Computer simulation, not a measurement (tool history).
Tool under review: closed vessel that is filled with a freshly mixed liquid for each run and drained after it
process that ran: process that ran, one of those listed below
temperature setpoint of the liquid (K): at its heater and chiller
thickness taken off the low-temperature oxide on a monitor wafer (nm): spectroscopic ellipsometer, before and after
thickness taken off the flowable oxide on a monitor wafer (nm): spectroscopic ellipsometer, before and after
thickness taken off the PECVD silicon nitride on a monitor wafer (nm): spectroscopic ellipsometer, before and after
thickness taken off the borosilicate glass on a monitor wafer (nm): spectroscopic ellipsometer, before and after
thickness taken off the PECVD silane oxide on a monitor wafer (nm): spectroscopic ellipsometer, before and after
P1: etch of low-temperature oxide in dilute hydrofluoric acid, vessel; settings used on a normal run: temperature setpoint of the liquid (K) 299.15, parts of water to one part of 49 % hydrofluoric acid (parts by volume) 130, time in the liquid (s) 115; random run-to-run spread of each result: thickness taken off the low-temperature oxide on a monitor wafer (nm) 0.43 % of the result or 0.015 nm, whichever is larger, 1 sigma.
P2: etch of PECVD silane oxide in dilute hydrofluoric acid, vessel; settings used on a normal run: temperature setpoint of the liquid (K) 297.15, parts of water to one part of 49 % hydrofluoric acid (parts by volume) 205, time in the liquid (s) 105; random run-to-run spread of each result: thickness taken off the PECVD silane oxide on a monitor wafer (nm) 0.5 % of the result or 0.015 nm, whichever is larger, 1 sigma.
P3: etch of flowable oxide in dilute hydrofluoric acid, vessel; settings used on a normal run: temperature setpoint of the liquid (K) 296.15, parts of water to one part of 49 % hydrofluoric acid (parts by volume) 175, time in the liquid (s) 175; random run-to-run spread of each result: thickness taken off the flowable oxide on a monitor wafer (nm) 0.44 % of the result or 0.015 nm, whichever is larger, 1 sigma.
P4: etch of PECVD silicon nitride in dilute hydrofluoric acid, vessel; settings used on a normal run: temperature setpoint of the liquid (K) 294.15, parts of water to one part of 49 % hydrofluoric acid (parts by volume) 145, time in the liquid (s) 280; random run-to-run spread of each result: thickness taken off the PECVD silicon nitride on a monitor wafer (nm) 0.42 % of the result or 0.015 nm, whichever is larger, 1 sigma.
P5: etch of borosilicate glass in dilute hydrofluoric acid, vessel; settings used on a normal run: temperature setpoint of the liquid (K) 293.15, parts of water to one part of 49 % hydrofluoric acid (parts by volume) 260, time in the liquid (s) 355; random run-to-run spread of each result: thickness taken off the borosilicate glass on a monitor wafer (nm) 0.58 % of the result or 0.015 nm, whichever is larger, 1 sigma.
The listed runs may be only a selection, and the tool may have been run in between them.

run   hour  process that ran  temperature setpoint of the liquid (K)  parts of water to one part of 49 % hydrofluoric acid (parts by volume)  time in the liquid (s)  hours since the thermometer was replaced  hours since the hydrofluoric acid flow meter was replaced  thickness taken off the low-temperature oxide on a monitor wafer (nm)  thickness taken off the flowable oxide on a monitor wafer (nm)  thickness taken off the PECVD silicon nitride on a monitor wafer (nm)  thickness taken off the borosilicate glass on a monitor wafer (nm)  thickness taken off the PECVD silane oxide on a monitor wafer (nm)
  1   11.4                P1                                  299.15                                                                     130                     115                                     358.5                                                      717.8                                                                 32.413
  2   25.3                P3                                  296.15                                                                     110                     175                                     372.4                                                      731.7                                                                                                                                 60.089
  3   34.1                P4                                  294.15                                                                     220                     280                                     381.2                                                      740.5                                                                                                                                                                                                        6.2277
  4   41.5                P5                                  293.15                                                                     135                     355                                     388.6                                                      747.9                                                                                                                                                                                                                                                                            70.389
  5   52.3                P2                                  297.15                                                                      85                     105                                     399.4                                                      758.7                                                                                                                                                                                                                                                                                                                                                39.473
  6   63.6                P3                                  303.15                                                                     175                     175                                     410.7                                                        770                                                                                                                                 45.398
  7   72.2                P1                                  299.15                                                                     130                     115                                     419.3                                                      778.6                                                                 32.406
  8   83.2                P5                                  293.15                                                                     260                     585                                     430.3                                                      789.6                                                                                                                                                                                                                                                                            53.153
  9   92.6                P1                                  299.15                                                                     130                     220                                     439.7                                                        799                                                                 62.121
 10  103.9                P4                                  294.15                                                                     145                     280                                       451                                                      810.3                                                                                                                                                                                                        9.3329
 11  114.7                P4                                  290.15                                                                     145                     280                                     461.8                                                      821.1                                                                                                                                                                                                        7.1328
 12  128.6                P4                                  294.15                                                                     145                     115                                     475.7                                                        835                                                                                                                                                                                                        3.8031
 13  138.8                P3                                  296.15                                                                     175                     175                                     485.9                                                      845.2                                                                                                                                 35.065
 14  147.7                P5                                  293.15                                                                     260                     355                                     494.8                                                      854.1                                                                                                                                                                                                                                                                            32.175
 15  161.6                P1                                  299.15                                                                      35                     115                                     508.7                                                        868                                                                  135.7
 16  172.8                P1                                  299.15                                                                     130                     115                                     519.9                                                      879.2                                                                 32.416
     173.7  -- hydrofluoric acid flow meter replaced
 17  184.1                P1                                  299.15                                                                     130                      55                                     531.2                                                       10.5                                                                 15.636
 18  195.8                P1                                  299.15                                                                     130                     115                                     542.9                                                       22.2                                                                 32.345
 19  202.5                P5                                  299.15                                                                     260                     355                                     549.6                                                       28.9                                                                                                                                                                                                                                                                            39.841
 20  212.1                P1                                  299.15                                                                     200                     115                                     559.2                                                       38.5                                                                 19.366
 21  219.5                P5                                  293.15                                                                     260                     355                                     566.6                                                       45.9                                                                                                                                                                                                                                                                            32.194
 22  226.9                P1                                  305.15                                                                     130                      50                                       574                                                       53.3                                                                 17.535
 23  240.3                P4                                  294.15                                                                     145                     280                                     587.4                                                       66.7                                                                                                                                                                                                        9.4041
 24  248.8                P1                                  292.15                                                                     130                     115                                     595.9                                                       75.2                                                                 24.381
 25  262.2                P2                                  297.15                                                                     205                     105                                     609.3                                                       88.6                                                                                                                                                                                                                                                                                                                                                13.971
 26  272.7                P2                                  297.15                                                                     205                     150                                     619.8                                                       99.1                                                                                                                                                                                                                                                                                                                                                19.986
 27  284.7                P1                                  303.65                                                                     130                     115                                     631.8                                                      111.1                                                                 38.418
 28  295.3                P2                                  301.15                                                                     205                     105                                     642.4                                                      121.7                                                                                                                                                                                                                                                                                                                                                16.279
 29  305.9                P3                                  296.15                                                                     175                      45                                       653                                                      132.3                                                                                                                                 9.0166
 30  316.8                P1                                  299.15                                                                     130                     115                                     663.9                                                      143.2                                                                 32.447
 31  330.5                P1                                  299.15                                                                     130                     115                                     677.6                                                      156.9                                                                 32.374
 32  337.3                P1                                  299.15                                                                     130                     115                                     684.4                                                      163.7                                                                 32.416
 33    344                P1                                  299.15                                                                     130                     115                                     691.1                                                      170.4                                                                 31.819
 34  356.4                P1                                  299.15                                                                     130                     115                                     703.5                                                      182.8                                                                 31.438
 35    366                P1                                  299.15                                                                     130                     115                                     713.1                                                      192.4                                                                 31.152
 36  378.6                P1                                  299.15                                                                     130                     115                                     725.7                                                        205                                                                  30.95
 37  390.9                P1                                  299.15                                                                     130                     115                                       738                                                      217.3                                                                 30.714
 38  397.5                P1                                  299.15                                                                     130                     115                                     744.6                                                      223.9                                                                 30.765
 39  405.6                P1                                  299.15                                                                     130                     115                                     752.7                                                        232                                                                 31.021
 40  413.3                P1                                  299.15                                                                     130                     115                                     760.4                                                      239.7                                                                 30.571
 41  420.7                P1                                  299.15                                                                     130                     115                                     767.8                                                      247.1                                                                 30.663

What P1 gives has crept away from where it was. These 2 causes fit the log equally well, each at the size given:
A: hydrofluoric acid flow below the setpoint (%) = 4.52
B: liquid colder than its thermometer reads (K) = 1.41
The gradual shift began around hour 337.3.

Consider the 4 single-wafer check runs listed below, results given as question marks: which one distinguishes between the causes by giving clearly different results for each?
check 1  428.1                P3                                  296.15                                                                     175                     175                                                                                                                                                                                                                                           ?
check 2  428.1                P2                                  297.15                                                                     205                     105                                                                                                                                                                                                                                                                                                                                                                                                                                                          ?
check 3  428.1                P4                                  294.15                                                                     145                     280                                                                                                                                                                                                                                                                                                                  ?
check 4  428.1                P5                                  293.15                                                                     260                     355                                                                                                                                                                                                                                                                                                                                                                                      ?

If the cause were each of the candidates in turn, the checks would give the following:
  check                                                                 result    if A    if B
check 1         thickness taken off the flowable oxide on a monitor wafer (nm)   33.24   33.28
check 2     thickness taken off the PECVD silane oxide on a monitor wafer (nm)  13.312  13.368
check 3  thickness taken off the PECVD silicon nitride on a monitor wafer (nm)  8.9407  8.5138
check 4     thickness taken off the borosilicate glass on a monitor wafer (nm)  30.463  30.601
Separation of the two closest causes in each check, using whichever result separates them best: check 1 0.12 %; check 2 0.42 %; check 3 4.89 %; check 4 0.45 %
Of the check runs offered, only check 3 discriminates between the causes; the rest would read about the same regardless of which cause applies.

The results of check 3 are: thickness taken off the PECVD silicon nitride on a monitor wafer (nm) 8.5273. Based on these, which of the listed causes is it?

It is B: liquid colder than its thermometer reads (K).
